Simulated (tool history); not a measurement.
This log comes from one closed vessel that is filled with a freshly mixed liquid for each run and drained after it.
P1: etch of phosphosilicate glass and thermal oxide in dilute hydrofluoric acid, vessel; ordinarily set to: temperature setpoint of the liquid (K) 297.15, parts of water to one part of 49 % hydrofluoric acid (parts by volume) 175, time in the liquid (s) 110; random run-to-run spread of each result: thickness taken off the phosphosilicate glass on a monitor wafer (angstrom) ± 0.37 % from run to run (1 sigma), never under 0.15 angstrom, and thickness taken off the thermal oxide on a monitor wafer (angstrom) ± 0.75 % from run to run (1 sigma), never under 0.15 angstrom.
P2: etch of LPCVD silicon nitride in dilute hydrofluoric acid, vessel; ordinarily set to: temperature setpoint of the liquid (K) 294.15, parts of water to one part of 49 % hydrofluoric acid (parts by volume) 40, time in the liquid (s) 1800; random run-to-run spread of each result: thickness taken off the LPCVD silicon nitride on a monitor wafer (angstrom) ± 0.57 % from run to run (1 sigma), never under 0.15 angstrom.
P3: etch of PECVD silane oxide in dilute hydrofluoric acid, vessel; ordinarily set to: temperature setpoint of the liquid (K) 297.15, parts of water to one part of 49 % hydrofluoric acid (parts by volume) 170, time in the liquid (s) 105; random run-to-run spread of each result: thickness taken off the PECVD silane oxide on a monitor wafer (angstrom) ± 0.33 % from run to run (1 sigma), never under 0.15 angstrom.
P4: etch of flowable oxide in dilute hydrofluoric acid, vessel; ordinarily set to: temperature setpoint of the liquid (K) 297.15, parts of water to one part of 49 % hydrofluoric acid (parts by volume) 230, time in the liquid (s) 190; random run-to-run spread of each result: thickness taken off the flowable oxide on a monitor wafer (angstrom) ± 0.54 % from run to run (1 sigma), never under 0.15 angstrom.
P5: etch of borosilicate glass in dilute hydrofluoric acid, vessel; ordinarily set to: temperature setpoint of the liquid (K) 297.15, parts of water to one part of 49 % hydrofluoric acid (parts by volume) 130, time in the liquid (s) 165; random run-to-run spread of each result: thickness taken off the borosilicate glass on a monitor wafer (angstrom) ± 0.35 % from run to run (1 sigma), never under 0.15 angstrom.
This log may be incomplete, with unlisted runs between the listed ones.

| run | day | process that ran | temperature setpoint of the liquid (K) | parts of water to one part of 49 % hydrofluoric acid (parts by volume) | time in the liquid (s) | hours since the thermometer was replaced | hours since the hydrofluoric acid flow meter was replaced | thickness taken off the phosphosilicate glass on a monitor wafer (angstrom) | thickness taken off the thermal oxide on a monitor wafer (angstrom) | thickness taken off the borosilicate glass on a monitor wafer (angstrom) | thickness taken off the flowable oxide on a monitor wafer (angstrom) | thickness taken off the PECVD silane oxide on a monitor wafer (angstrom) | thickness taken off the LPCVD silicon nitride on a monitor wafer (angstrom) |
|---|---|---|---|---|---|---|---|---|---|---|---|---|---|
| 1 | 0.517 | P1 | 297.15 | 175 | 110 | 307.2 | 88.0 | 349.46 | 28.378 |  |  |  |  |
| 2 | 0.892 | P1 | 297.15 | 175 | 110 | 316.2 | 97.0 | 348.82 | 28.336 |  |  |  |  |
| 3 | 1.371 | P5 | 297.15 | 130 | 330 | 327.7 | 108.5 |  |  | 788.42 |  |  |  |
| 4 | 1.738 | P4 | 297.15 | 145 | 190 | 336.5 | 117.3 |  |  |  | 587.60 |  |  |
| 5 | 2.279 | P3 | 297.15 | 285 | 105 | 349.5 | 130.3 |  |  |  |  | 95.589 |  |
| 6 | 2.796 | P4 | 297.15 | 230 | 190 | 361.9 | 142.7 |  |  |  | 333.90 |  |  |
| 7 | 3.450 | P2 | 294.15 | 40 | 1800 | 377.6 | 158.4 |  |  |  |  |  | 155.760 |
| 8 | 3.979 | P2 | 294.15 | 40 | 3500 | 390.3 | 171.1 |  |  |  |  |  | 300.940 |
| 9 | 4.325 | P5 | 305.65 | 130 | 165 | 398.6 | 179.4 |  |  | 540.85 |  |  |  |
| 10 | 4.992 | P4 | 297.15 | 230 | 190 | 414.6 | 195.4 |  |  |  | 336.92 |  |  |
| 11 | 5.417 | P5 | 297.15 | 130 | 165 | 424.8 | 205.6 |  |  | 391.44 |  |  |  |
| 12 | 6.075 | P2 | 298.15 | 40 | 1800 | 440.6 | 221.4 |  |  |  |  |  | 204.330 |
| 13 | 6.704 | P1 | 297.15 | 175 | 185 | 455.7 | 236.5 | 585.05 | 46.591 |  |  |  |  |
| 14 | 7.279 | P5 | 297.15 | 130 | 165 | 469.5 | 250.3 |  |  | 393.78 |  |  |  |
| 15 | 7.733 | P2 | 294.15 | 40 | 1800 | 480.4 | 261.2 |  |  |  |  |  | 153.460 |
| 16 | 8.267 | P1 | 293.65 | 65 | 110 | 493.2 | 274.0 | 924.39 | 75.074 |  |  |  |  |
| 17 | 8.950 | P1 | 297.15 | 270 | 110 | 509.6 | 290.4 | 204.34 | 16.596 |  |  |  |  |
| 18 | 9.271 | P3 | 297.15 | 170 | 30 | 517.3 | 298.1 |  |  |  |  | 51.597 |  |
| 19 | 9.946 | P1 | 297.15 | 175 | 110 | 533.5 | 314.3 | 346.82 | 27.921 |  |  |  |  |
| 20 | 10.388 | P1 | 304.15 | 175 | 110 | 544.1 | 324.9 | 450.88 | 36.038 |  |  |  |  |
| 21 | 10.925 | P1 | 297.15 | 45 | 110 | 557.0 | 337.8 | 1582.40 | 127.850 |  |  |  |  |
| 22 | 11.267 | P1 | 292.65 | 175 | 110 | 565.2 | 346.0 | 291.77 | 23.700 |  |  |  |  |
| 23 | 11.808 | P2 | 294.15 | 70 | 1800 | 578.2 | 359.0 |  |  |  |  |  | 90.932 |
| 24 | 12.192 | P4 | 292.15 | 230 | 190 | 587.4 | 368.2 |  |  |  | 279.63 |  |  |
| 25 | 12.871 | P3 | 297.15 | 170 | 105 | 603.7 | 384.5 |  |  |  |  | 180.380 |  |
| 26 | 13.354 | P5 | 297.15 | 50 | 165 | 615.3 | 396.1 |  |  | 1124.60 |  |  |  |
| 27 | 13.808 | P1 | 297.15 | 175 | 50 | 626.2 | 407.0 | 158.76 | 12.872 |  |  |  |  |
| 28 | 14.296 | P1 | 297.15 | 175 | 110 | 637.9 | 418.7 | 347.13 | 27.937 |  |  |  |  |
| 29 | 14.650 | P1 | 297.15 | 175 | 110 | 646.4 | 427.2 | 348.63 | 27.877 |  |  |  |  |
| 30 | 14.988 | P1 | 297.15 | 175 | 110 | 654.5 | 435.3 | 348.99 | 27.901 |  |  |  |  |
| 31 | 15.396 | P4 | 297.15 | 230 | 80 | 664.3 | 445.1 |  |  |  | 142.07 |  |  |
| 32 | 15.788 | P3 | 291.65 | 170 | 105 | 673.7 | 454.5 |  |  |  |  | 145.930 |  |
| 33 | 16.321 | P1 | 297.15 | 175 | 110 | 686.5 | 467.3 | 349.92 | 28.276 |  |  |  |  |
| 34 | 16.967 | P1 | 297.15 | 175 | 110 | 702.0 | 482.8 | 335.04 | 26.960 |  |  |  |  |
| 35 | 17.500 | P1 | 297.15 | 175 | 110 | 714.8 | 495.6 | 328.45 | 26.738 |  |  |  |  |
| 36 | 17.821 | P1 | 297.15 | 175 | 110 | 722.5 | 503.3 | 326.91 | 26.075 |  |  |  |  |
| 37 | 18.458 | P1 | 297.15 | 175 | 110 | 737.8 | 518.6 | 321.65 | 25.978 |  |  |  |  |
| 38 | 18.817 | P1 | 297.15 | 175 | 110 | 746.4 | 527.2 | 318.84 | 25.652 |  |  |  |  |
| 39 | 19.200 | P1 | 297.15 | 175 | 110 | 755.6 | 536.4 | 318.91 | 25.543 |  |  |  |  |
| 40 | 19.617 | P1 | 297.15 | 175 | 110 | 765.6 | 546.4 | 320.60 | 25.351 |  |  |  |  |
| 41 | 20.271 | P1 | 297.15 | 175 | 110 | 781.3 | 562.1 | 320.77 | 26.016 |  |  |  |  |

P1 has crept away from where it was. The log is fitted equally well by each of these 2 causes, at the sizes shown:
A: liquid colder than its thermometer reads (K) = 2.3
B: hydrofluoric acid flow below the setpoint (%) = 7.01
The onset of the drift is placed at about day 16.321.

Consider the 4 single-wafer check runs listed below, results given as question marks: which one distinguishes between the causes by giving clearly different results for each?
| check 1 | 20.925 | P5 | 297.15 | 130 | 165 |  |  |  |  | ? |  |  |  |
| check 2 | 20.925 | P3 | 297.15 | 170 | 105 |  |  |  |  |  |  | ? |  |
| check 3 | 20.925 | P4 | 297.15 | 230 | 190 |  |  |  |  |  | ? |  |  |
| check 4 | 20.925 | P2 | 294.15 | 40 | 1800 |  |  |  |  |  |  |  | ? |

How each check would come out, cause by cause:
| check | result | if A | if B |
|---|---|---|---|
| check 1 | thickness taken off the borosilicate glass on a monitor wafer (angstrom) | 359.39 | 361.57 |
| check 2 | thickness taken off the PECVD silane oxide on a monitor wafer (angstrom) | 165.210 | 165.360 |
| check 3 | thickness taken off the flowable oxide on a monitor wafer (angstrom) | 310.39 | 308.51 |
| check 4 | thickness taken off the LPCVD silicon nitride on a monitor wafer (angstrom) | 132.260 | 144.710 |
Per-check spread between the two closest causes, in the result where they differ most: check 1 0.61 %; check 2 0.09 %; check 3 0.61 %; check 4 9 %
Check 4 is the one run that separates the causes; every other check would come out nearly the same whichever cause is at work.

After running check 4, the following was obtained: thickness taken off the LPCVD silicon nitride on a monitor wafer (angstrom) 133.410. Which cause does this point to?

A is the cause: liquid colder than its thermometer reads (K).
